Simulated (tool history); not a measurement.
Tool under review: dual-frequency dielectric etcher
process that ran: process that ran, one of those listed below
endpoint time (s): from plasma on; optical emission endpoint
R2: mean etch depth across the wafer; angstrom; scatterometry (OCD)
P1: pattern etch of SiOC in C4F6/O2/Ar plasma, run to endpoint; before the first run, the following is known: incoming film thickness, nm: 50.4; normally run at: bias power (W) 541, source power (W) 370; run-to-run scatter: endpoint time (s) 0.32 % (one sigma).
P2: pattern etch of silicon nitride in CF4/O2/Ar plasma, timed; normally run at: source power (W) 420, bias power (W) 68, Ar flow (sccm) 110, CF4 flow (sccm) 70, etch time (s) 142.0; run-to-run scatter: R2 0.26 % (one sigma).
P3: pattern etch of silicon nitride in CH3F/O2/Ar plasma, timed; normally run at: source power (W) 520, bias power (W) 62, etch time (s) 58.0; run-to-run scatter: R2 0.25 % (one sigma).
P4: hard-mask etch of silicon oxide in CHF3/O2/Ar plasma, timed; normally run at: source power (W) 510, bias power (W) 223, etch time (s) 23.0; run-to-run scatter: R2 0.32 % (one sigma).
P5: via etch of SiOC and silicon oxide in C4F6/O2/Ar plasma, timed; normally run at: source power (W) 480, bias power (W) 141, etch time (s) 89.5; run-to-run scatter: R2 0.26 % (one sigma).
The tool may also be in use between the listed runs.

Run 1, day 0.204: process that ran P1, bias power (W) 541, source power (W) 370. Result: endpoint time (s) 17.068.
Run 2, day 0.325: process that ran P2, bias power (W) 40, source power (W) 420, Ar flow (sccm) 110, CF4 flow (sccm) 70, etch time (s) 142.0. Result: R2 2016.00 angstrom.
Run 3, day 0.446: process that ran P1, bias power (W) 541, source power (W) 370. Result: endpoint time (s) 16.993.
Run 4, day 0.633: process that ran P4, bias power (W) 223, source power (W) 510, etch time (s) 23.0. Result: R2 469.72 angstrom.
Run 5, day 0.821: process that ran P3, bias power (W) 62, source power (W) 520, etch time (s) 79.0. Result: R2 551.82 angstrom.
Run 6, day 1.008: process that ran P5, bias power (W) 141, source power (W) 300, etch time (s) 89.5. Result: R2 856.38 angstrom.
Run 7, day 1.212: process that ran P4, bias power (W) 307, source power (W) 510, etch time (s) 23.0. Result: R2 526.27 angstrom.
Run 8, day 1.412: process that ran P2, bias power (W) 68, source power (W) 270, Ar flow (sccm) 110, CF4 flow (sccm) 70, etch time (s) 142.0. Result: R2 1703.00 angstrom.
Run 9, day 1.642: process that ran P5, bias power (W) 100, source power (W) 480, etch time (s) 89.5. Result: R2 936.29 angstrom.
Run 10, day 1.846: process that ran P1, bias power (W) 329, source power (W) 240. Result: endpoint time (s) 24.102.
Run 11, day 2.012: process that ran P3, bias power (W) 62, source power (W) 520, etch time (s) 58.0. Result: R2 406.45 angstrom.
Run 12, day 2.242: process that ran P2, bias power (W) 68, source power (W) 420, Ar flow (sccm) 110, CF4 flow (sccm) 70, etch time (s) 103.0. Result: R2 1802.80 angstrom.
Run 13, day 2.342: process that ran P4, bias power (W) 223, source power (W) 690, etch time (s) 23.0. Result: R2 526.32 angstrom.
Run 14, day 2.562: process that ran P1, bias power (W) 440, source power (W) 370. Result: endpoint time (s) 18.381.
Run 15, day 2.738: process that ran P1, bias power (W) 541, source power (W) 250. Result: endpoint time (s) 19.595.
Run 16, day 2.900: process that ran P1, bias power (W) 541, source power (W) 370. Result: endpoint time (s) 17.003.
Run 17, day 3.025: process that ran P1, bias power (W) 695, source power (W) 370. Result: endpoint time (s) 15.441.
Run 18, day 3.162: process that ran P2, bias power (W) 68, source power (W) 420, Ar flow (sccm) 110, CF4 flow (sccm) 51, etch time (s) 142.0. Result: R2 2375.70 angstrom.
Run 19, day 3.275: process that ran P2, bias power (W) 68, source power (W) 420, Ar flow (sccm) 110, CF4 flow (sccm) 70, etch time (s) 142.0. Result: R2 2494.40 angstrom.
Run 20, day 3.438: process that ran P3, bias power (W) 62, source power (W) 520, etch time (s) 58.0. Result: R2 404.78 angstrom.
Run 21, day 3.617: process that ran P1, bias power (W) 541, source power (W) 370. Result: endpoint time (s) 17.015.
Run 22, day 3.846: process that ran P5, bias power (W) 141, source power (W) 480, etch time (s) 52.5. Result: R2 603.19 angstrom.
Run 23, day 3.971: process that ran P1, bias power (W) 541, source power (W) 510. Result: endpoint time (s) 15.153.

The next listed run, before its measurement:
Run 24, day 4.117: process that ran P1, bias power (W) 541, source power (W) 370. Result: endpoint time (s) ?.

{"run 24": {"endpoint time (s)": 16.941}}
